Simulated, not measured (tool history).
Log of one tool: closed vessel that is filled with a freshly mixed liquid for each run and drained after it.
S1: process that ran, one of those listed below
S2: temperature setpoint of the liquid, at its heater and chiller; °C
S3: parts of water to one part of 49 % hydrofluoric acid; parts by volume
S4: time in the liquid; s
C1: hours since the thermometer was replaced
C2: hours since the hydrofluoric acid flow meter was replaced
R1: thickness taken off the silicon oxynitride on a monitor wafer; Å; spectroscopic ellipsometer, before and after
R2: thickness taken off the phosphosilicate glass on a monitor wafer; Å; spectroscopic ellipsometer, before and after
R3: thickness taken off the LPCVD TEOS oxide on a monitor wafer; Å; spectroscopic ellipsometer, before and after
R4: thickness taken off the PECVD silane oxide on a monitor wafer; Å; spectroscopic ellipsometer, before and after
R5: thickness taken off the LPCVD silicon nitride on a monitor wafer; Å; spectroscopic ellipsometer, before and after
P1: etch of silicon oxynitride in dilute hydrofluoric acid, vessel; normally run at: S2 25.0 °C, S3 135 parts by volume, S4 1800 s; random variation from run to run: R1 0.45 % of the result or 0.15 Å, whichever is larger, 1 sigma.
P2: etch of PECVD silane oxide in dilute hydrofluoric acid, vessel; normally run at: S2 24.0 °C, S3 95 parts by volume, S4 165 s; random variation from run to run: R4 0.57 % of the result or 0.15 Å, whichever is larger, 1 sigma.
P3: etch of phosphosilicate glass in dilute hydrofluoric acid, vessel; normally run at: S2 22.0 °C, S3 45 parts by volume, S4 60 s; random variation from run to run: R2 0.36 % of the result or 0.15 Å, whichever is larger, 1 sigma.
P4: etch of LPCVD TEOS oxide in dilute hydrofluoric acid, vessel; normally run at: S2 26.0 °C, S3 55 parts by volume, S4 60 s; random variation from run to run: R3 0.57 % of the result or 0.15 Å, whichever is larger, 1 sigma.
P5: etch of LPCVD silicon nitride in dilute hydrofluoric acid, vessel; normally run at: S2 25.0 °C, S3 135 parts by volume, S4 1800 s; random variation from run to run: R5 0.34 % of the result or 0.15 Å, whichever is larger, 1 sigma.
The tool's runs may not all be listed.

run 1 hour=5.8 | S1=P1 S2=25.0 S3=135 S4=1800 | C1=1137.9 C2=192.4 | R1=341.54
run 2 hour=8.7 | S1=P3 S2=22.0 S3=45 S4=60 | C1=1140.8 C2=195.3 | R2=2142.9
run 3 hour=12.9 | S1=P4 S2=26.0 S3=80 S4=60 | C1=1145.0 C2=199.5 | R3=142.16
run 4 hour=16.6 | S1=P1 S2=25.0 S3=135 S4=1800 | C1=1148.7 C2=203.2 | R1=341.90
run 5 hour=20.9 | S1=P2 S2=24.0 S3=95 S4=165 | C1=1153.0 C2=207.5 | R4=261.85
run 6 hour=26.5 | S1=P5 S2=30.0 S3=135 S4=1800 | C1=1158.6 C2=213.1 | R5=104.250
run 7 hour=31.6 | S1=P2 S2=24.0 S3=160 S4=165 | C1=1163.7 C2=218.2 | R4=144.93
run 8 hour=35.0 | S1=P2 S2=24.0 S3=95 S4=75 | C1=1167.1 C2=221.6 | R4=121.14
run 9 hour=39.3 | S1=P1 S2=25.0 S3=135 S4=1800 | C1=1171.4 C2=225.9 | R1=341.84
run 10 hour=43.7 | S1=P4 S2=26.0 S3=55 S4=60 | C1=1175.8 C2=230.3 | R3=212.59
run 11 hour=49.5 | S1=P1 S2=25.0 S3=135 S4=3325 | C1=1181.6 C2=236.1 | R1=626.36
run 12 hour=52.8 | S1=P1 S2=25.0 S3=135 S4=1800 | C1=1184.9 C2=239.4 | R1=343.97
run 13 hour=57.8 | S1=P4 S2=26.0 S3=55 S4=115 | C1=1189.9 C2=244.4 | R3=409.81
run 14 hour=61.6 | S1=P1 S2=32.0 S3=135 S4=1800 | C1=1193.7 C2=248.2 | R1=468.48
run 15 hour=65.2 | S1=P1 S2=25.0 S3=135 S4=1800 | C1=1197.3 C2=251.8 | R1=343.12
run 16 hour=68.8 | S1=P1 S2=25.0 S3=70 S4=1800 | C1=1200.9 C2=255.4 | R1=695.24
run 17 hour=73.0 | S1=P2 S2=29.0 S3=95 S4=165 | C1=1205.1 C2=259.6 | R4=322.90
run 18 hour=76.4 | S1=P4 S2=21.0 S3=55 S4=60 | C1=1208.5 C2=263.0 | R3=174.60
-- hour=81.7 hydrofluoric acid flow meter replaced
run 19 hour=81.7 | S1=P1 S2=25.0 S3=215 S4=1800 | C1=1213.8 C2=0.1 | R1=202.02
run 20 hour=84.4 | S1=P1 S2=29.0 S3=135 S4=520 | C1=1216.5 C2=2.8 | R1=117.89
run 21 hour=88.4 | S1=P1 S2=21.5 S3=185 S4=1800 | C1=1220.5 C2=6.8 | R1=203.95
run 22 hour=92.7 | S1=P3 S2=22.0 S3=20 S4=60 | C1=1224.8 C2=11.1 | R2=4967.9
run 23 hour=97.1 | S1=P5 S2=25.0 S3=65 S4=1800 | C1=1229.2 C2=15.5 | R5=156.460
run 24 hour=102.7 | S1=P1 S2=25.0 S3=135 S4=1800 | C1=1234.8 C2=21.1 | R1=339.63
run 25 hour=105.2 | S1=P1 S2=25.0 S3=55 S4=3425 | C1=1237.3 C2=23.6 | R1=1690.50
run 26 hour=108.3 | S1=P3 S2=22.0 S3=45 S4=120 | C1=1240.4 C2=26.7 | R2=4274.3
run 27 hour=113.7 | S1=P5 S2=25.0 S3=135 S4=1800 | C1=1245.8 C2=32.1 | R5=76.198
run 28 hour=117.3 | S1=P3 S2=17.0 S3=45 S4=60 | C1=1249.4 C2=35.7 | R2=1723.8
run 29 hour=120.2 | S1=P1 S2=25.0 S3=135 S4=890 | C1=1252.3 C2=38.6 | R1=168.08
run 30 hour=123.9 | S1=P5 S2=25.0 S3=135 S4=1800 | C1=1256.0 C2=42.3 | R5=76.352
run 31 hour=127.4 | S1=P5 S2=25.0 S3=135 S4=3610 | C1=1259.5 C2=45.8 | R5=151.780
run 32 hour=131.3 | S1=P1 S2=19.0 S3=135 S4=1800 | C1=1263.4 C2=49.7 | R1=258.39
run 33 hour=136.1 | S1=P1 S2=25.0 S3=135 S4=1800 | C1=1268.2 C2=54.5 | R1=343.05
run 34 hour=139.8 | S1=P1 S2=25.0 S3=135 S4=1800 | C1=1271.9 C2=58.2 | R1=332.22
run 35 hour=145.1 | S1=P1 S2=25.0 S3=135 S4=1800 | C1=1277.2 C2=63.5 | R1=319.82
run 36 hour=150.6 | S1=P1 S2=25.0 S3=135 S4=1800 | C1=1282.7 C2=69.0 | R1=314.03
run 37 hour=154.2 | S1=P1 S2=25.0 S3=135 S4=1800 | C1=1286.3 C2=72.6 | R1=315.23
run 38 hour=159.8 | S1=P1 S2=25.0 S3=135 S4=1800 | C1=1291.9 C2=78.2 | R1=310.14
run 39 hour=162.4 | S1=P1 S2=25.0 S3=135 S4=1800 | C1=1294.5 C2=80.8 | R1=311.24
run 40 hour=167.9 | S1=P1 S2=25.0 S3=135 S4=1800 | C1=1300.0 C2=86.3 | R1=308.14
run 41 hour=171.2 | S1=P1 S2=25.0 S3=135 S4=1800 | C1=1303.3 C2=89.6 | R1=308.03

What P1 gives has crept away from where it was. These 2 causes fit the log equally well, each at the size given:
A: liquid colder than its thermometer reads (K) = 2.12
B: hydrofluoric acid flow below the setpoint (%) = 8.4
The creep began at about hour 136.1.

4 check runs are offered, one wafer each, their results left as question marks. Which one tells the causes apart?
run check 1 hour=174.5 | S1=P3 S2=22.0 S3=45 S4=60 | R2=?
run check 2 hour=174.5 | S1=P2 S2=24.0 S3=95 S4=165 | R4=?
run check 3 hour=174.5 | S1=P5 S2=25.0 S3=135 S4=1800 | R5=?
run check 4 hour=174.5 | S1=P4 S2=26.0 S3=55 S4=60 | R3=?

What each check would give under each cause:
check=check_1 result=R2 if_A=1955.3 if_B=1948.8
check=check_2 result=R4 if_A=243.19 if_B=239.97
check=check_3 result=R5 if_A=66.364 if_B=69.807
check=check_4 result=R3 if_A=195.92 if_B=194.28
How far apart the two closest causes lie, in the result that separates them most: check 1 0.33 %; check 2 1.33 %; check 3 5.06 %; check 4 0.84 %
Check 3 tells the causes apart: in the others they would give nearly the same result.

Then check 3 was run and gave: R5 65.960 Å. Which cause is it?

It is A: liquid colder than its thermometer reads (K).
